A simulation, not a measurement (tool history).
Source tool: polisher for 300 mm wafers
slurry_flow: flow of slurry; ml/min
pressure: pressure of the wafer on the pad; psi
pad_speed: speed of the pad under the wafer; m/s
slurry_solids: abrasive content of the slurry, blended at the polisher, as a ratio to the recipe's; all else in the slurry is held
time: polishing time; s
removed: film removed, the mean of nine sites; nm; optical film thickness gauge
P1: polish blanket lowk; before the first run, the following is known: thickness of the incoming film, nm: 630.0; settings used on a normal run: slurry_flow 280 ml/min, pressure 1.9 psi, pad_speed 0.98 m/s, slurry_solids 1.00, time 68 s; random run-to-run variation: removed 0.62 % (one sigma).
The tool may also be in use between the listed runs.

| run | hour | slurry_flow | pressure | pad_speed | slurry_solids | time | wafers polished on this pad | hours since the slurry nozzle was cleaned | hours since the head pressure was calibrated | hours since the slurry blender was calibrated | hours since the conditioning disc was replaced | removed |
|---|---|---|---|---|---|---|---|---|---|---|---|---|
| 1 | 7.7 | 280 | 1.9 | 0.98 | 1.00 | 68 | 751 | 48.1 | 235.9 | 121.0 | 278.8 | 33.411 |
| 2 | 11.4 | 280 | 1.9 | 0.98 | 1.00 | 68 | 786 | 51.8 | 239.6 | 124.7 | 282.5 | 33.291 |
| 3 | 16.5 | 280 | 2.8 | 0.98 | 1.00 | 68 | 835 | 56.9 | 244.7 | 129.8 | 287.6 | 48.433 |
| 4 | 23.4 | 280 | 1.9 | 0.98 | 1.00 | 102 | 902 | 63.8 | 251.6 | 136.7 | 294.5 | 50.088 |
|  | 26.4 | head pressure recalibrated |
| 5 | 30.6 | 280 | 1.9 | 1.34 | 1.00 | 68 | 971 | 71.0 | 4.2 | 143.9 | 301.7 | 42.807 |
| 6 | 36.2 | 280 | 1.9 | 0.98 | 1.30 | 68 | 1025 | 76.6 | 9.8 | 149.5 | 307.3 | 36.976 |
| 7 | 43.0 | 280 | 1.9 | 0.98 | 1.00 | 68 | 1090 | 83.4 | 16.6 | 156.3 | 314.1 | 32.981 |
| 8 | 51.1 | 280 | 1.9 | 0.98 | 1.00 | 68 | 1168 | 91.5 | 24.7 | 164.4 | 322.2 | 33.124 |
| 9 | 58.7 | 280 | 1.9 | 0.98 | 1.00 | 68 | 1241 | 99.1 | 32.3 | 172.0 | 329.8 | 33.573 |
|  | 62.3 | slurry nozzle cleaned |
| 10 | 63.3 | 280 | 1.9 | 0.98 | 1.00 | 68 | 1285 | 1.1 | 36.9 | 176.6 | 334.4 | 33.184 |
| 11 | 67.3 | 280 | 1.9 | 0.98 | 1.00 | 68 | 1323 | 5.1 | 40.9 | 180.6 | 338.4 | 33.757 |
| 12 | 74.1 | 280 | 0.9 | 0.98 | 1.00 | 68 | 1389 | 11.9 | 47.7 | 187.4 | 345.2 | 15.780 |
| 13 | 78.1 | 280 | 1.9 | 0.98 | 0.50 | 68 | 1427 | 15.9 | 51.7 | 191.4 | 349.2 | 22.948 |
| 14 | 83.1 | 280 | 1.9 | 0.44 | 1.00 | 68 | 1475 | 20.9 | 56.7 | 196.4 | 354.2 | 17.426 |
| 15 | 87.2 | 170 | 1.9 | 0.98 | 1.00 | 68 | 1515 | 25.0 | 60.8 | 200.5 | 358.3 | 31.374 |
| 16 | 93.9 | 280 | 1.0 | 0.98 | 1.25 | 68 | 1579 | 31.7 | 67.5 | 207.2 | 365.0 | 19.304 |
|  | 99.5 | conditioning disc replaced and pad reconditioned |
| 17 | 100.2 | 405 | 1.9 | 0.98 | 1.00 | 68 | 1639 | 38.0 | 73.8 | 213.5 | 0.8 | 34.655 |
| 18 | 106.5 | 280 | 1.9 | 0.98 | 1.00 | 31 | 1700 | 44.3 | 80.1 | 219.8 | 7.1 | 15.377 |
| 19 | 114.4 | 280 | 1.9 | 0.98 | 1.00 | 68 | 1776 | 52.2 | 88.0 | 227.7 | 15.0 | 33.519 |
| 20 | 120.8 | 280 | 1.9 | 0.98 | 1.00 | 68 | 1837 | 58.6 | 94.4 | 234.1 | 21.4 | 32.424 |
| 21 | 125.1 | 280 | 1.9 | 0.98 | 1.00 | 68 | 1879 | 62.9 | 98.7 | 238.4 | 25.7 | 31.266 |
| 22 | 129.9 | 280 | 1.9 | 0.98 | 1.00 | 68 | 1925 | 67.7 | 103.5 | 243.2 | 30.5 | 30.949 |
| 23 | 137.3 | 280 | 1.9 | 0.98 | 1.00 | 68 | 1996 | 75.1 | 110.9 | 250.6 | 37.9 | 30.493 |
|  | 141.9 | conditioning disc replaced and pad reconditioned |
| 24 | 144.9 | 280 | 1.9 | 0.98 | 1.00 | 68 | 2069 | 82.7 | 118.5 | 258.2 | 3.0 | 30.008 |
| 25 | 151.6 | 280 | 1.9 | 0.98 | 1.00 | 68 | 2133 | 89.4 | 125.2 | 264.9 | 9.7 | 29.764 |
| 26 | 158.2 | 280 | 1.9 | 0.98 | 1.00 | 68 | 2197 | 96.0 | 131.8 | 271.5 | 16.3 | 29.669 |
|  | 163.3 | head pressure recalibrated |
| 27 | 165.9 | 280 | 1.9 | 0.98 | 1.00 | 68 | 2271 | 103.7 | 2.6 | 279.2 | 24.0 | 29.387 |
| 28 | 170.2 | 280 | 1.9 | 0.98 | 1.00 | 68 | 2312 | 108.0 | 6.9 | 283.5 | 28.3 | 29.125 |
| 29 | 177.3 | 280 | 1.9 | 0.98 | 1.00 | 68 | 2380 | 115.1 | 14.0 | 290.6 | 35.4 | 29.194 |
| 30 | 183.9 | 280 | 1.9 | 0.98 | 1.00 | 68 | 2443 | 121.7 | 20.6 | 297.2 | 42.0 | 29.437 |

What P1 gives has crept away from where it was. These 2 causes fit the log equally well, each at the size given:
A: removal rate lost through wear of the pad, % = 12.5
B: abrasive missing from the slurry, % = 23.9
The gradual shift began around hour 114.4.
Why every other cause is out:
slurry flow missing at the pad, %: 40 at the very most, moving removed by -6.2 %, which is either too weak or the wrong sign
head's pressure below its setpoint, %: serviced at hour 163.3, after the change had begun; the process did not return to its earlier output
time polished since the conditioner stopped cutting, s: serviced at hour 141.9, after the change had begun; the process did not return to its earlier output

Which of the check runs below tells the causes apart, meaning the causes would give it clearly different results? Each run uses 2 wafers whose results are averaged, and each result is shown as a question mark.
| check 1 | 190.5 | 280 | 1.9 | 0.66 | 1.00 | 91 |  |  |  |  |  | ? |
| check 2 | 190.5 | 280 | 1.9 | 0.98 | 0.55 | 51 |  |  |  |  |  | ? |
| check 3 | 190.5 | 170 | 2.8 | 0.98 | 1.00 | 68 |  |  |  |  |  | ? |
| check 4 | 190.5 | 355 | 1.9 | 0.78 | 1.00 | 68 |  |  |  |  |  | ? |

How each check would come out, cause by cause:
| check | result | if A | if B |
|---|---|---|---|
| check 1 | removed | 28.486 | 28.489 |
| check 2 | removed | 15.966 | 15.344 |
| check 3 | removed | 40.463 | 40.467 |
| check 4 | removed | 24.834 | 24.836 |
Per check, the gap between the least separated pair of causes, taken in the result that splits them most: check 1 0.01 %; check 2 3.97 %; check 3 0.01 %; check 4 0.01 %
Check 2 distinguishes between the causes, while the remaining checks would return nearly the same result for all of them.

Check 2 was carried out, with these results: removed 15.364 nm. Which of the listed causes is responsible?

B is the cause: abrasive missing from the slurry, %.

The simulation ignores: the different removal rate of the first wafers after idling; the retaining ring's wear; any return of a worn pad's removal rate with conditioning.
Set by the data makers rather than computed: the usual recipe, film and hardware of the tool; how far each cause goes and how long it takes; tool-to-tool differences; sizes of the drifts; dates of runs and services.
